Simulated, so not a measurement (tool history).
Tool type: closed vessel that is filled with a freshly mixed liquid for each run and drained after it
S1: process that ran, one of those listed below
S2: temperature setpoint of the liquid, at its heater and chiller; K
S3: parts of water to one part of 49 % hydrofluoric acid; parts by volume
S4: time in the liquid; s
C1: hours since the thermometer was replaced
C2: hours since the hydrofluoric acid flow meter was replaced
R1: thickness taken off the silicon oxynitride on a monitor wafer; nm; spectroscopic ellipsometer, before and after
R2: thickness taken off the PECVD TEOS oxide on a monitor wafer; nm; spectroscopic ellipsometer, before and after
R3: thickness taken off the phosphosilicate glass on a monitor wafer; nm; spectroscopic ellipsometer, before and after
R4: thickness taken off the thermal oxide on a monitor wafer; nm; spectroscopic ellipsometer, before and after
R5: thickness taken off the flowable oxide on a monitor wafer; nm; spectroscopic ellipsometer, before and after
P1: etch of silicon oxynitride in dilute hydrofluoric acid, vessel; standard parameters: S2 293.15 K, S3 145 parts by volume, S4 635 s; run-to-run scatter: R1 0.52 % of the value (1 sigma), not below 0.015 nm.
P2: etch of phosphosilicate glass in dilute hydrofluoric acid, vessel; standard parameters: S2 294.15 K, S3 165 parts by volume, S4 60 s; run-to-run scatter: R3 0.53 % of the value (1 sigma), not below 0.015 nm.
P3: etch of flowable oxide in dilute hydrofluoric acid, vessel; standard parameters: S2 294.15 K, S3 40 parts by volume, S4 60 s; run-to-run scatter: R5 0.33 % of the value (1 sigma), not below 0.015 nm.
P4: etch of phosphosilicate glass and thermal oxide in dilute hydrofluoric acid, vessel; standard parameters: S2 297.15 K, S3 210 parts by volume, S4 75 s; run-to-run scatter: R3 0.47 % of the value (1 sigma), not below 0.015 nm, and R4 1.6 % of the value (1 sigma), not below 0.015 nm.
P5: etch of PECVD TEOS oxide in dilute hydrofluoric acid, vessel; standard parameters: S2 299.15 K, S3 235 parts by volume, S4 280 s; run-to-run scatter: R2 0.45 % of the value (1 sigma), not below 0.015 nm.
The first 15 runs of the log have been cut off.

Run 16, hour 186.9: S1 P1, S2 293.15 K, S3 145 parts by volume, S4 635 s; C1 1331.7; C2 547.8. Result: R1 16.5840 nm.
Run 17, hour 198.7: S1 P4, S2 297.15 K, S3 40 parts by volume, S4 75 s; C1 1343.5; C2 559.6. Result: R3 229.200 nm, R4 9.8135 nm.
Run 18, hour 205.9: S1 P5, S2 299.15 K, S3 235 parts by volume, S4 30 s; C1 1350.7; C2 566.8. Result: R2 3.0491 nm.
Run 19, hour 219.2: S1 P3, S2 294.15 K, S3 40 parts by volume, S4 60 s; C1 1364.0; C2 580.1. Result: R5 34.723 nm.
Run 20, hour 229.5: S1 P1, S2 298.15 K, S3 145 parts by volume, S4 635 s; C1 1374.3; C2 590.4. Result: R1 20.9960 nm.
Run 21, hour 244.7: S1 P3, S2 290.15 K, S3 40 parts by volume, S4 60 s; C1 1389.5; C2 605.6. Result: R5 29.510 nm.
Run 22, hour 253.2: S1 P3, S2 294.15 K, S3 40 parts by volume, S4 115 s; C1 1398.0; C2 614.1. Result: R5 66.631 nm.
Run 23, hour 264.3: S1 P2, S2 294.15 K, S3 165 parts by volume, S4 60 s; C1 1409.1; C2 625.2. Result: R3 52.915 nm.
Run 24, hour 273.9: S1 P4, S2 297.15 K, S3 210 parts by volume, S4 75 s; C1 1418.7; C2 634.8. Result: R3 35.635 nm, R4 1.5707 nm.
Run 25, hour 283.9: S1 P3, S2 294.15 K, S3 40 parts by volume, S4 60 s; C1 1428.7; C2 644.8. Result: R5 34.704 nm.
Run 26, hour 296.1: S1 P2, S2 301.15 K, S3 165 parts by volume, S4 60 s; C1 1440.9; C2 657.0. Result: R3 68.292 nm.
Run 27, hour 304.7: S1 P1, S2 293.15 K, S3 145 parts by volume, S4 230 s; C1 1449.5; C2 665.6. Result: R1 6.0441 nm.
Run 28, hour 313.3: S1 P1, S2 293.15 K, S3 85 parts by volume, S4 635 s; C1 1458.1; C2 674.2. Result: R1 29.5290 nm.
Run 29, hour 323.0: S1 P5, S2 292.65 K, S3 235 parts by volume, S4 280 s; C1 1467.8; C2 683.9. Result: R2 22.5480 nm.
Run 30, hour 339.7: S1 P2, S2 294.15 K, S3 55 parts by volume, S4 60 s; C1 1484.5; C2 700.6. Result: R3 178.040 nm.
Run 31, hour 348.0: S1 P3, S2 294.15 K, S3 20 parts by volume, S4 60 s; C1 1492.8; C2 708.9. Result: R5 72.109 nm.
Run 32, hour 355.3: S1 P1, S2 293.15 K, S3 145 parts by volume, S4 635 s; C1 1500.1; C2 716.2. Result: R1 16.6490 nm.
Run 33, hour 363.3: S1 P5, S2 299.15 K, S3 425 parts by volume, S4 280 s; C1 1508.1; C2 724.2. Result: R2 13.1150 nm.
Run 34, hour 372.2: S1 P1, S2 293.15 K, S3 145 parts by volume, S4 635 s; C1 1517.0; C2 733.1. Result: R1 16.7870 nm.
Run 35, hour 381.9: S1 P1, S2 293.15 K, S3 145 parts by volume, S4 635 s; C1 1526.7; C2 742.8. Result: R1 16.5430 nm.
Run 36, hour 392.8: S1 P1, S2 293.15 K, S3 145 parts by volume, S4 635 s; C1 1537.6; C2 753.7. Result: R1 17.3360 nm.
Run 37, hour 404.4: S1 P1, S2 293.15 K, S3 145 parts by volume, S4 635 s; C1 1549.2; C2 765.3. Result: R1 17.8430 nm.

Run 38 comes next. What will it give?
Run 38, hour 417.3: S1 P1, S2 293.15 K, S3 145 parts by volume, S4 635 s; C1 1562.1; C2 778.2. Result: R1 ?.

R1: 18.2330 nm
